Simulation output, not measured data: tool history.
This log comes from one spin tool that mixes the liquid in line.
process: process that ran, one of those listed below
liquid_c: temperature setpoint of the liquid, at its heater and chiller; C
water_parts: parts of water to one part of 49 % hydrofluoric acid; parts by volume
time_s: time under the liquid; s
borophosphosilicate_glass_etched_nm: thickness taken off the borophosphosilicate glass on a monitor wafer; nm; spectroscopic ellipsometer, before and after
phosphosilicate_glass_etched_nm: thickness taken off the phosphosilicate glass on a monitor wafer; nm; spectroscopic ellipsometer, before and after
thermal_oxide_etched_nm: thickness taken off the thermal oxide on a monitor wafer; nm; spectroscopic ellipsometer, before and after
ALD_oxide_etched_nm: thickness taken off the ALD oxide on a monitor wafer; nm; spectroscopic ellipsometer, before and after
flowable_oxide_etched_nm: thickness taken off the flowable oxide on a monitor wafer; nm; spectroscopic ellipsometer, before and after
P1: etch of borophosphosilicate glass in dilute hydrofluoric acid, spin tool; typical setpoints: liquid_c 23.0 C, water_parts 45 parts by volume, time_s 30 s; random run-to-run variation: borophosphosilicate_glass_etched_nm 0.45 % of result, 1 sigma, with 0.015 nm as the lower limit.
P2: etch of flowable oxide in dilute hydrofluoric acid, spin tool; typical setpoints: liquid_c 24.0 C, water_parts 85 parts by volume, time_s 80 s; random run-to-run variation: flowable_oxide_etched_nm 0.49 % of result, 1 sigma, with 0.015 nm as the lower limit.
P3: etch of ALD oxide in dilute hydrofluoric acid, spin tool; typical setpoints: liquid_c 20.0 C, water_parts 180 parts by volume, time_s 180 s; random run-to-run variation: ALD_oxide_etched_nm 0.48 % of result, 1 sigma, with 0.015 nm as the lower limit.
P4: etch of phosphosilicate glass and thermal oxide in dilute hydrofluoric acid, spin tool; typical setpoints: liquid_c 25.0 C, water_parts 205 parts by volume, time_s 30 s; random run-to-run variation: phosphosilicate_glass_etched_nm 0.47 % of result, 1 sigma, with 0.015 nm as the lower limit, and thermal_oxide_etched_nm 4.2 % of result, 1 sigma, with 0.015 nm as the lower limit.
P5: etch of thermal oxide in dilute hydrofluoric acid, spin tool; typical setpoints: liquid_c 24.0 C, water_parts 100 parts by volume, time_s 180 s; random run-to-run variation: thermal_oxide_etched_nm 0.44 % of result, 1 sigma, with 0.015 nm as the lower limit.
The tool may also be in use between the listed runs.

| run | day | process | liquid_c | water_parts | time_s | hours since the thermometer was replaced | hours since the hydrofluoric acid flow meter was replaced | borophosphosilicate_glass_etched_nm | phosphosilicate_glass_etched_nm | thermal_oxide_etched_nm | ALD_oxide_etched_nm | flowable_oxide_etched_nm |
|---|---|---|---|---|---|---|---|---|---|---|---|---|
| 1 | 0.471 | P1 | 23.0 | 45 | 30 | 1612.2 | 788.6 | 40.361 |  |  |  |  |
| 2 | 0.888 | P4 | 25.0 | 205 | 30 | 1622.2 | 798.6 |  | 18.0450 | 0.62475 |  |  |
| 3 | 1.188 | P5 | 24.0 | 100 | 180 | 1629.4 | 805.8 |  |  | 8.95150 |  |  |
| 4 | 1.412 | P3 | 20.0 | 180 | 180 | 1634.8 | 811.2 |  |  |  | 11.2920 |  |
| 5 | 1.829 | P4 | 25.0 | 205 | 15 | 1644.8 | 821.2 |  | 8.9786 | 0.31230 |  |  |
| 6 | 2.150 | P5 | 24.0 | 30 | 180 | 1652.5 | 828.9 |  |  | 32.64200 |  |  |
| 7 | 2.625 | P1 | 17.0 | 75 | 30 | 1663.9 | 840.3 | 18.121 |  |  |  |  |
| 8 | 2.867 | P3 | 20.0 | 180 | 180 | 1669.7 | 846.1 |  |  |  | 11.1950 |  |
| 9 | 3.321 | P2 | 24.0 | 85 | 35 | 1680.6 | 857.0 |  |  |  |  | 14.120 |
| 10 | 3.608 | P1 | 23.0 | 45 | 30 | 1687.5 | 863.9 | 40.077 |  |  |  |  |
| 11 | 3.871 | P2 | 17.0 | 85 | 80 | 1693.8 | 870.2 |  |  |  |  | 24.196 |
| 12 | 4.258 | P5 | 24.0 | 100 | 310 | 1703.1 | 879.5 |  |  | 15.31400 |  |  |
| 13 | 4.546 | P2 | 24.0 | 85 | 80 | 1710.0 | 886.4 |  |  |  |  | 32.361 |
| 14 | 4.979 | P3 | 20.0 | 180 | 95 | 1720.4 | 896.8 |  |  |  | 5.9332 |  |
| 15 | 5.338 | P1 | 23.0 | 45 | 45 | 1729.0 | 905.4 | 60.312 |  |  |  |  |
| 16 | 5.554 | P4 | 19.0 | 205 | 30 | 1734.2 | 910.6 |  | 14.2920 | 0.48607 |  |  |
| 17 | 5.883 | P1 | 23.0 | 75 | 30 | 1742.1 | 918.5 | 23.302 |  |  |  |  |
| 18 | 6.262 | P3 | 27.5 | 180 | 180 | 1751.2 | 927.6 |  |  |  | 14.8300 |  |
| 19 | 6.721 | P1 | 23.0 | 45 | 30 | 1762.2 | 938.6 | 39.759 |  |  |  |  |
| 20 | 6.938 | P4 | 25.0 | 75 | 30 | 1767.4 | 943.8 |  | 57.1390 | 1.98080 |  |  |
| 21 | 7.267 | P1 | 26.5 | 45 | 15 | 1775.3 | 951.7 | 23.223 |  |  |  |  |
| 22 | 7.500 | P1 | 23.0 | 20 | 30 | 1780.9 | 957.3 | 92.771 |  |  |  |  |
| 23 | 7.896 | P1 | 26.5 | 45 | 30 | 1790.4 | 966.8 | 46.396 |  |  |  |  |
| 24 | 8.150 | P1 | 17.0 | 45 | 30 | 1796.5 | 972.9 | 30.803 |  |  |  |  |
| 25 | 8.625 | P1 | 23.0 | 45 | 30 | 1807.9 | 984.3 | 40.293 |  |  |  |  |
| 26 | 8.883 | P5 | 18.0 | 100 | 180 | 1814.1 | 990.5 |  |  | 7.03630 |  |  |
| 27 | 9.262 | P3 | 20.0 | 325 | 180 | 1823.2 | 999.6 |  |  |  | 5.4297 |  |
| 28 | 9.583 | P1 | 23.0 | 45 | 15 | 1830.9 | 1007.3 | 20.179 |  |  |  |  |
| 29 | 9.833 | P2 | 24.0 | 25 | 80 | 1836.9 | 1013.3 |  |  |  |  | 119.130 |
| 30 | 10.179 | P4 | 25.0 | 205 | 30 | 1845.2 | 1021.6 |  | 18.1930 | 0.62189 |  |  |
| 31 | 10.404 | P1 | 23.0 | 45 | 30 | 1850.6 | 1027.0 | 40.160 |  |  |  |  |
| 32 | 10.871 | P1 | 23.0 | 45 | 30 | 1861.8 | 1038.2 | 42.274 |  |  |  |  |
| 33 | 11.283 | P1 | 23.0 | 45 | 30 | 1871.7 | 1048.1 | 43.478 |  |  |  |  |
| 34 | 11.629 | P1 | 23.0 | 45 | 30 | 1880.0 | 1056.4 | 43.951 |  |  |  |  |
| 35 | 11.975 | P1 | 23.0 | 45 | 30 | 1888.3 | 1064.7 | 44.058 |  |  |  |  |
| 36 | 12.258 | P1 | 23.0 | 45 | 30 | 1895.1 | 1071.5 | 44.296 |  |  |  |  |
| 37 | 12.629 | P1 | 23.0 | 45 | 30 | 1904.0 | 1080.4 | 44.604 |  |  |  |  |
| 38 | 12.938 | P1 | 23.0 | 45 | 30 | 1911.4 | 1087.8 | 44.582 |  |  |  |  |

The log shows P1 creeping away from where it was. Any of the 2 causes listed here, at the size stated for it, fits the log just as well as the others:
A: hydrofluoric acid flow above the setpoint (%) = 9.93
B: liquid hotter than its thermometer reads (K) = 2.43
The creep began at about day 10.404.

Listed below are the offered check runs, one wafer per run, with question marks in place of results. For which of them would the causes give clearly different outcomes?
| check 1 | 13.246 | P3 | 26.5 | 320 | 180 |  |  |  |  |  | ? |  |
| check 2 | 13.246 | P2 | 24.0 | 25 | 80 |  |  |  |  |  |  | ? |
| check 3 | 13.246 | P5 | 21.0 | 100 | 295 |  |  |  |  | ? |  |  |
| check 4 | 13.246 | P4 | 20.5 | 130 | 30 |  |  |  | ? | ? |  |  |

If the cause were each of the candidates in turn, the checks would give the following:
| check | result | if A | if B |
|---|---|---|---|
| check 1 | ALD_oxide_etched_nm | 7.8540 | 7.5112 |
| check 2 | flowable_oxide_etched_nm | 131.320 | 131.770 |
| check 3 | thermal_oxide_etched_nm | 14.48700 | 14.38300 |
| check 4 | phosphosilicate_glass_etched_nm | 28.9510 | 28.6300 |
| check 4 | thermal_oxide_etched_nm | 1.00120 | 0.99013 |
Separation of the two closest causes in each check, using whichever result separates them best: check 1 4.46 %; check 2 0.34 %; check 3 0.72 %; check 4 1.11 %
Of the check runs offered, only check 1 discriminates between the causes; the rest would read about the same regardless of which cause applies.

After running check 1, the following was obtained: ALD_oxide_etched_nm 7.5677 nm. Which cause does this point to?

Of the candidate causes, it is B: liquid hotter than its thermometer reads (K).
